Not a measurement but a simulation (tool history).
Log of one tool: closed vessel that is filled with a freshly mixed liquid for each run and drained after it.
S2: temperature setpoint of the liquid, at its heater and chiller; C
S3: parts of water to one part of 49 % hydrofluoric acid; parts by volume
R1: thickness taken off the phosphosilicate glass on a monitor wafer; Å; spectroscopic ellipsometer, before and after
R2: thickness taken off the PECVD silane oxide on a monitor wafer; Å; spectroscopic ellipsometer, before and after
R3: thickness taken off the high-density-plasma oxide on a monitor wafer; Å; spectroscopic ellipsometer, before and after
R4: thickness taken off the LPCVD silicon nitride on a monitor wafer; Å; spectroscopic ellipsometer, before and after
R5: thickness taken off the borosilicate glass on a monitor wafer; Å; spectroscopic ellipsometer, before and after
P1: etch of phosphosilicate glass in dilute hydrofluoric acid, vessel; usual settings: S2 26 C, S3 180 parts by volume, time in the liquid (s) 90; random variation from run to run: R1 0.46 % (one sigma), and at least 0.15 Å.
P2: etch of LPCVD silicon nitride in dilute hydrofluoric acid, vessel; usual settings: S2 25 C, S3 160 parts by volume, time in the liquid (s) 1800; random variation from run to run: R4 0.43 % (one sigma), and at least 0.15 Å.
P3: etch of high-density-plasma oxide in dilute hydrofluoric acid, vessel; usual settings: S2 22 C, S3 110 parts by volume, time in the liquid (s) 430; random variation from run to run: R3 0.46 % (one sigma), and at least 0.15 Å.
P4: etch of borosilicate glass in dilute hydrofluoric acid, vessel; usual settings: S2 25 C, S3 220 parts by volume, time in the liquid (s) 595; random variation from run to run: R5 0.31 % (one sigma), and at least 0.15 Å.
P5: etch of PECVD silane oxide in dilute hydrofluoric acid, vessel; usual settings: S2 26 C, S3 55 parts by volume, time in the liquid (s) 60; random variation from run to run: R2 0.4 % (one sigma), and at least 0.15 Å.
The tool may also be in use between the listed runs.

{"run": 1, "hour": 4.9, "process that ran": "P1", "S2": 26, "S3": 180, "time in the liquid (s)": 90, "R1": 566.8}
{"run": 2, "hour": 12.0, "process that ran": "P1", "S2": 29.5, "S3": 180, "time in the liquid (s)": 90, "R1": 645.36}
{"run": 3, "hour": 17.0, "process that ran": "P5", "S2": 20, "S3": 55, "time in the liquid (s)": 60, "R2": 277.58}
{"run": 4, "hour": 21.2, "process that ran": "P5", "S2": 26, "S3": 55, "time in the liquid (s)": 100, "R2": 588.12}
{"hour": 22.0, "done": "thermometer replaced"}
{"run": 5, "hour": 25.3, "process that ran": "P1", "S2": 18.5, "S3": 180, "time in the liquid (s)": 90, "R1": 425.89}
{"run": 6, "hour": 31.6, "process that ran": "P3", "S2": 27.5, "S3": 110, "time in the liquid (s)": 430, "R3": 243.92}
{"run": 7, "hour": 37.0, "process that ran": "P1", "S2": 26, "S3": 180, "time in the liquid (s)": 90, "R1": 568.33}
{"run": 8, "hour": 41.0, "process that ran": "P1", "S2": 26, "S3": 180, "time in the liquid (s)": 90, "R1": 567.8}
{"run": 9, "hour": 47.2, "process that ran": "P1", "S2": 26, "S3": 180, "time in the liquid (s)": 170, "R1": 1068}
{"run": 10, "hour": 53.3, "process that ran": "P2", "S2": 17, "S3": 160, "time in the liquid (s)": 1800, "R4": 36.348}
{"run": 11, "hour": 60.2, "process that ran": "P4", "S2": 25, "S3": 220, "time in the liquid (s)": 595, "R5": 551.21}
{"run": 12, "hour": 67.4, "process that ran": "P4", "S2": 25, "S3": 220, "time in the liquid (s)": 595, "R5": 553.15}
{"run": 13, "hour": 72.2, "process that ran": "P1", "S2": 26, "S3": 180, "time in the liquid (s)": 90, "R1": 568.8}
{"run": 14, "hour": 78.0, "process that ran": "P2", "S2": 25, "S3": 160, "time in the liquid (s)": 1800, "R4": 61.726}
{"run": 15, "hour": 83.5, "process that ran": "P1", "S2": 26, "S3": 180, "time in the liquid (s)": 45, "R1": 286.22}
{"run": 16, "hour": 87.8, "process that ran": "P4", "S2": 25, "S3": 220, "time in the liquid (s)": 1175, "R5": 1090.9}
{"run": 17, "hour": 92.7, "process that ran": "P2", "S2": 25, "S3": 160, "time in the liquid (s)": 1800, "R4": 61.251}
{"run": 18, "hour": 96.3, "process that ran": "P1", "S2": 19, "S3": 65, "time in the liquid (s)": 90, "R1": 1345.3}
{"run": 19, "hour": 101.0, "process that ran": "P4", "S2": 25, "S3": 325, "time in the liquid (s)": 595, "R5": 332.87}
{"run": 20, "hour": 104.9, "process that ran": "P1", "S2": 26, "S3": 180, "time in the liquid (s)": 90, "R1": 564.54}
{"run": 21, "hour": 109.5, "process that ran": "P3", "S2": 22, "S3": 110, "time in the liquid (s)": 30, "R3": 13.671}
{"run": 22, "hour": 113.0, "process that ran": "P2", "S2": 25, "S3": 35, "time in the liquid (s)": 1800, "R4": 276.4}
{"run": 23, "hour": 118.3, "process that ran": "P1", "S2": 26, "S3": 90, "time in the liquid (s)": 90, "R1": 1273}
{"run": 24, "hour": 124.2, "process that ran": "P3", "S2": 22, "S3": 110, "time in the liquid (s)": 430, "R3": 196.77}
{"run": 25, "hour": 128.6, "process that ran": "P2", "S2": 25, "S3": 160, "time in the liquid (s)": 3110, "R4": 106.91}
{"run": 26, "hour": 132.8, "process that ran": "P5", "S2": 26, "S3": 55, "time in the liquid (s)": 60, "R2": 355.82}

Run 27 comes next. What will it give?
{"run": 27, "hour": 137.1, "process that ran": "P1", "S2": 26, "S3": 180, "time in the liquid (s)": 90, "R1": "?"}

Run 27 gave R1 564.22 Å.
